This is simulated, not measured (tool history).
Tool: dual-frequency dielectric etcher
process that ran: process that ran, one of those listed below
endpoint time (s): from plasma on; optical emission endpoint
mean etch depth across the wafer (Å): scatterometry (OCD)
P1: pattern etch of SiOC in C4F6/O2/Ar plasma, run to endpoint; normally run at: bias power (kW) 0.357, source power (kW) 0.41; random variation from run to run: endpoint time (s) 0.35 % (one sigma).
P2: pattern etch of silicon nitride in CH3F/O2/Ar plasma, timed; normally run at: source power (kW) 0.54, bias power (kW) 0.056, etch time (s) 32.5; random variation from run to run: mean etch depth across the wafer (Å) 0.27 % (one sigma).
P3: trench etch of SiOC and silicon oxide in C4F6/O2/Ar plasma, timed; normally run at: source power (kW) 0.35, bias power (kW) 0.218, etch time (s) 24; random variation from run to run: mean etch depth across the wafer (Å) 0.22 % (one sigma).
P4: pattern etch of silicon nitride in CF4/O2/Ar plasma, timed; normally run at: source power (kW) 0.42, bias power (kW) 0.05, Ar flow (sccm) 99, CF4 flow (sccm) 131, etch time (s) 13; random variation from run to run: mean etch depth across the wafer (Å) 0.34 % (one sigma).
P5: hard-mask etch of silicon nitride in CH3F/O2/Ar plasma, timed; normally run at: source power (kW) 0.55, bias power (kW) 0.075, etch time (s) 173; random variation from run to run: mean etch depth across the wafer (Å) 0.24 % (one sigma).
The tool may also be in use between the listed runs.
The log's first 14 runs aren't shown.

| run | day | process that ran | bias power (kW) | source power (kW) | etch time (s) | Ar flow (sccm) | CF4 flow (sccm) | hours since the last wet clean | hours since the last bias power generator calibration | hours since the last source power generator calibration | endpoint time (s) | mean etch depth across the wafer (Å) |
|---|---|---|---|---|---|---|---|---|---|---|---|---|
| 15 | 4.667 | P2 | 0.056 | 0.54 | 32.5 |  |  | 455 | 1516.2 | 1350.2 |  | 228.99 |
| 16 | 5.046 | P2 | 0.056 | 0.7 | 32.5 |  |  | 464.1 | 1525.3 | 1359.3 |  | 251.4 |
| 17 | 5.346 | P4 | 0.05 | 0.42 | 7 | 99 | 131 | 471.3 | 1532.5 | 1366.5 |  | 120.63 |
| 18 | 5.762 | P2 | 0.042 | 0.54 | 32.5 |  |  | 481.3 | 1542.5 | 1376.5 |  | 208.92 |
| 19 | 6.146 | P1 | 0.493 | 0.49 |  |  |  | 490.5 | 1551.7 | 1385.7 | 10.229 |  |
| 20 | 6.425 | P4 | 0.05 | 0.42 | 13 | 129 | 131 | 497.2 | 1558.4 | 1392.4 |  | 216.77 |
| 21 | 6.733 | P1 | 0.431 | 0.41 |  |  |  | 504.6 | 1565.8 | 1399.8 | 11.545 |  |
| 22 | 7.196 | P3 | 0.218 | 0.35 | 24 |  |  | 515.7 | 1576.9 | 1410.9 |  | 473.89 |
| 23 | 7.412 | P3 | 0.218 | 0.2 | 24 |  |  | 520.9 | 1582.1 | 1416.1 |  | 383.54 |
| 24 | 7.775 | P4 | 0.05 | 0.42 | 13 | 99 | 131 | 529.6 | 1590.8 | 1424.8 |  | 223.18 |

Run 25 comes next. What will it give?
| 25 | 8.038 | P3 | 0.218 | 0.35 | 24 |  |  | 535.9 | 1597.1 | 1431.1 |  | ? |

mean etch depth across the wafer (Å): 474.11
